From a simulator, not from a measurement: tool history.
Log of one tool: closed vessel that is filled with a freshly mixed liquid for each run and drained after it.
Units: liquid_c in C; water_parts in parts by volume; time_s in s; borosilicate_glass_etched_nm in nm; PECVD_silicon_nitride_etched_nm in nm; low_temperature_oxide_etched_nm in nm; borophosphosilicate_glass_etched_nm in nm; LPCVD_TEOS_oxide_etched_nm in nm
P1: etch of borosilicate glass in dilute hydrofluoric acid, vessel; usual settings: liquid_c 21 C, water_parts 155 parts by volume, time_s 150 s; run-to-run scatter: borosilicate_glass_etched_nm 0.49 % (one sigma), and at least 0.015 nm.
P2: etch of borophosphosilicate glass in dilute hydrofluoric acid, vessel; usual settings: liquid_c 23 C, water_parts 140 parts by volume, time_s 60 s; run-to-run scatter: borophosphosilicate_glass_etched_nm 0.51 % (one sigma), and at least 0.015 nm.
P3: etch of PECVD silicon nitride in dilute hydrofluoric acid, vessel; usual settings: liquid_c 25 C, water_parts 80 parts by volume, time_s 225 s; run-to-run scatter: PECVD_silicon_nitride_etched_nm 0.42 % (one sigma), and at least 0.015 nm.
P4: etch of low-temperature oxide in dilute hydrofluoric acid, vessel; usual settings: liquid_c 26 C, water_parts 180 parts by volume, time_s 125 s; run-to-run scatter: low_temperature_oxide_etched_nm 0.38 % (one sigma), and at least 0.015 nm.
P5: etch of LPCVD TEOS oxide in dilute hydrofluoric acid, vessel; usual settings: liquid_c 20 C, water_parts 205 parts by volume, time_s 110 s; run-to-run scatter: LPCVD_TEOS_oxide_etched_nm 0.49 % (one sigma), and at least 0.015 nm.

run	hour	process	liquid_c	water_parts	time_s	hours since the thermometer was replaced	hours since the hydrofluoric acid flow meter was replaced	borosilicate_glass_etched_nm	PECVD_silicon_nitride_etched_nm	low_temperature_oxide_etched_nm	borophosphosilicate_glass_etched_nm	LPCVD_TEOS_oxide_etched_nm
1	5	P1	21	155	150	897.3	1822	29.376				
2	9.5	P1	17	155	150	901.8	1826.5	24.921				
3	12.7	P1	17	105	150	905	1829.7	38.825				
4	17.9	P3	25	80	40	910.2	1834.9		1.9387			
5	21.6	P4	26	180	125	913.9	1838.6			7.2068		
6	24.5	P2	23	140	105	916.8	1841.5				44.576	
7	29.4	P3	25	25	225	921.7	1846.4		33.723			
8	34.4	P4	26	85	125	926.7	1851.4			17.356		
9	39.1	P1	21	155	150	931.4	1856.1	29.153				
10	44.1	P1	21	155	150	936.4	1861.1	29.63				
11	48.2	P4	26	180	225	940.5	1865.2			12.978		
12	53.1	P5	17	205	110	945.4	1870.1					13.675
13	56.3	P3	32.5	80	225	948.6	1873.3		17.562			
14	59	P4	34	180	125	951.3	1876			9.5712		
15	64.7	P1	21	155	150	957	1881.7	29.269				
16	67.4	P2	17	140	60	959.7	1884.4				20.006	
17	71.4	P4	26	180	125	963.7	1888.4			7.2374		
18	76	P2	23	255	60	968.3	1893				12.315	
19	81.5	P5	20	205	110	973.8	1898.5					15.185
20	85.4	P2	23	140	60	977.7	1902.4				25.485	
21	90.2	P1	21	155	150	982.5	1907.2	29.146				
22	95.6	P5	20	40	110	987.9	1912.6					94.187
23	98.6	P1	21	90	150	990.9	1915.6	54.122				
24	104	P1	21	250	150	996.3	1921	16.526				
25	107.1	P3	25	80	225	999.4	1924.1		10.779			
26	110.7	P1	21	155	70	1003	1927.7	13.643				
27	116.4	P1	21	155	285	1008.7	1933.4	55.834				
28	121.2	P1	26.5	155	150	1013.5	1938.2	36.523				
29	124.6	P5	20	205	200	1016.9	1941.6					28.162
30	128.5	P1	21	155	150	1020.8	1945.5	29.437				
31	132.7	P1	21	155	150	1025	1949.7	29.972				
32	137.3	P1	21	155	150	1029.6	1954.3	30.592				
33	141.4	P1	21	155	150	1033.7	1958.4	30.716				
34	146.4	P1	21	155	150	1038.7	1963.4	31.542				
35	150.1	P1	21	155	150	1042.4	1967.1	31.481				
36	153.6	P1	21	155	150	1045.9	1970.6	31.318				
37	156.9	P1	21	155	150	1049.2	1973.9	31.33				
38	161.6	P1	21	155	150	1053.9	1978.6	31.404				
39	165.1	P1	21	155	150	1057.4	1982.1	31.736				
40	168.4	P1	21	155	150	1060.7	1985.4	31.557				
41	171.1	P1	21	155	150	1063.4	1988.1	31.709				

What P1 gives has crept away from where it was. These 2 causes fit the log equally well, each at the size given:
A: hydrofluoric acid flow above the setpoint (%) = 6.47
B: liquid hotter than its thermometer reads (K) = 1.88
The creep began at about hour 128.5.

4 check runs are offered, one wafer each, their results left as question marks. Which one tells the causes apart?
check 1	173.8	P3	30	35	225				?			
check 2	173.8	P2	17	140	60						?	
check 3	173.8	P5	17	205	150							?
check 4	173.8	P4	31.5	95	125					?		

What each check would give under each cause:
check	result	if A	if B
check 1	PECVD_silicon_nitride_etched_nm	36.134	38.373
check 2	borophosphosilicate_glass_etched_nm	21.485	21.608
check 3	LPCVD_TEOS_oxide_etched_nm	19.968	19.966
check 4	low_temperature_oxide_etched_nm	20.06	20.02
How far apart the two closest causes lie, in the result that separates them most: check 1 6.01 %; check 2 0.57 %; check 3 0.01 %; check 4 0.2 %
Check 1 tells the causes apart: in the others they would give nearly the same result.

Then check 1 was run and gave: PECVD_silicon_nitride_etched_nm 36.345 nm. Which cause is it?

It is A: hydrofluoric acid flow above the setpoint (%).
